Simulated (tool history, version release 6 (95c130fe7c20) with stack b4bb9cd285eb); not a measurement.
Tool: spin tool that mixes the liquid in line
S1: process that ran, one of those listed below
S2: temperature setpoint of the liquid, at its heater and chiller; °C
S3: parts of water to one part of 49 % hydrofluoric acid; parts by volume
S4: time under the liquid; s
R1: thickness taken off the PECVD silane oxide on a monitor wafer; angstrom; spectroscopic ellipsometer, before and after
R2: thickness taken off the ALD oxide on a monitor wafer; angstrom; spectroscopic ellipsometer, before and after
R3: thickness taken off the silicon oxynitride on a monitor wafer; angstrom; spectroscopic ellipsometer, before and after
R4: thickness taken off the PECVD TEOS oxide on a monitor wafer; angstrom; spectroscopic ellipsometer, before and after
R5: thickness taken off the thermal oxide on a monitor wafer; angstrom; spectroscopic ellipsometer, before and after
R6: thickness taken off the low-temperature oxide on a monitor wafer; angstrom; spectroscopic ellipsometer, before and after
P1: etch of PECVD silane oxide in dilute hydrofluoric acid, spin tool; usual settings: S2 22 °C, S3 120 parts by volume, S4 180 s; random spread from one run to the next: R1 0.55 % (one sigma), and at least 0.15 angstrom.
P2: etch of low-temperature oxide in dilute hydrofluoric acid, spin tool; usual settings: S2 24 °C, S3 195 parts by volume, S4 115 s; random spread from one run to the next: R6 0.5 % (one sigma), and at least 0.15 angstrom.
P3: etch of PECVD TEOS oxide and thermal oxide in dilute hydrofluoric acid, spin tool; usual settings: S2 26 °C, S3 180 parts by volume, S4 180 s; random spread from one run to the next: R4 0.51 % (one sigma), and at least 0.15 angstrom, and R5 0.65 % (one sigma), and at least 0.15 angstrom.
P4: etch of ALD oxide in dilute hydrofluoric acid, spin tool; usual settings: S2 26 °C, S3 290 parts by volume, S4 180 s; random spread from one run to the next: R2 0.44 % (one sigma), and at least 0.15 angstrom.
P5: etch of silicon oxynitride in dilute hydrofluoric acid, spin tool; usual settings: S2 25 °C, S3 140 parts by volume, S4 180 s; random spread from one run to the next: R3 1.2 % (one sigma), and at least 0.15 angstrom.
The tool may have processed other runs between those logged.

run,day,S1,S2,S3,S4,R1,R2,R3,R4,R5,R6
1,0.667,P1,22,120,180,365.47,,,,,
2,1.025,P4,26,290,180,,90.761,,,,
3,1.571,P5,25,140,330,,,33.628,,,
4,2.092,P4,26,290,50,,24.969,,,,
5,2.45,P3,26,180,180,,,,152.16,45.575,
6,3,P1,22,60,180,789.27,,,,,
7,3.6,P2,24,195,15,,,,,,10.608
8,4.162,P5,25,220,180,,,10.749,,,
9,4.479,P2,18,195,115,,,,,,62.348
10,5.117,P1,29,35,180,1877.2,,,,,
11,5.438,P5,25,140,180,,,18.543,,,
12,5.883,P3,26,180,180,,,,150.63,45.933,
13,6.188,P3,26,295,180,,,,81.161,24.667,
14,6.65,P1,22,200,180,203.77,,,,,
15,7.021,P1,22,120,180,370.75,,,,,
16,7.571,P3,34,180,180,,,,199.58,60.921,
17,7.858,P1,22,120,180,373.3,,,,,
# day 7.971: hydrofluoric acid flow meter replaced
18,8.3,P1,22,120,180,365.29,,,,,
19,8.717,P5,33,140,180,,,25.976,,,
20,9.012,P1,26,120,180,433.64,,,,,
21,9.392,P4,26,55,180,,635.54,,,,
22,9.854,P4,19,290,180,,70.569,,,,
23,10.317,P1,17.5,120,180,309.82,,,,,
24,10.958,P2,24,45,115,,,,,,411.94
25,11.458,P3,26,180,55,,,,46.494,14.247,
26,11.812,P1,22,120,285,586.55,,,,,
27,12.321,P4,26,290,180,,90.298,,,,
28,12.608,P2,24,195,115,,,,,,79.735
29,13.212,P1,22,120,60,123.52,,,,,
30,13.538,P1,22,120,180,367.7,,,,,
31,14.054,P2,24,195,115,,,,,,79.887
32,14.45,P1,27.5,120,100,253.57,,,,,
33,14.754,P1,22,120,180,371.81,,,,,
34,15.371,P1,22,120,180,351.43,,,,,
35,15.846,P1,22,120,180,345.5,,,,,
36,16.404,P1,22,120,180,344.18,,,,,
37,16.838,P1,22,120,180,339.43,,,,,
38,17.217,P1,22,120,180,342.54,,,,,
39,17.804,P1,22,120,180,337.38,,,,,
40,18.229,P1,22,120,180,336.76,,,,,
41,18.617,P1,22,120,180,335.88,,,,,
42,19.058,P1,22,120,180,336.94,,,,,

P1 has crept away from where it was. The log is fitted equally well by each of these 2 causes, at the sizes shown:
A: hydrofluoric acid flow below the setpoint (%) = 8.19
B: liquid colder than its thermometer reads (K) = 2.43
The drift started at roughly day 14.754.

Which of the 4 check runs listed below separates the causes, so that each cause would produce a clearly different result? Each run uses one wafer, and its results are marked with question marks.
check 1,19.5,P3,34,275,180,,,,?,?,
check 2,19.5,P4,26,65,50,,?,,,,
check 3,19.5,P5,32.5,140,180,,,?,,,
check 4,19.5,P2,24,45,40,,,,,,?

If the cause were each of the candidates in turn, the checks would give the following:
check,result,if A,if B
check 1,R4,103.05,107.05
check 1,R5,31.397,32.615
check 2,R2,133.22,132.58
check 3,R3,23.215,23.072
check 4,R6,130.43,129.05
Per check, the gap between the least separated pair of causes, taken in the result that splits them most: check 1 3.81 %; check 2 0.49 %; check 3 0.62 %; check 4 1.07 %
The causes can be told apart only by check 1. The other checks would give nearly the same results under each of them.

Check 1 was carried out, with these results: R4 103.61 angstrom; R5 31.408 angstrom. Which of the listed causes is responsible?

A is the cause: hydrofluoric acid flow below the setpoint (%).

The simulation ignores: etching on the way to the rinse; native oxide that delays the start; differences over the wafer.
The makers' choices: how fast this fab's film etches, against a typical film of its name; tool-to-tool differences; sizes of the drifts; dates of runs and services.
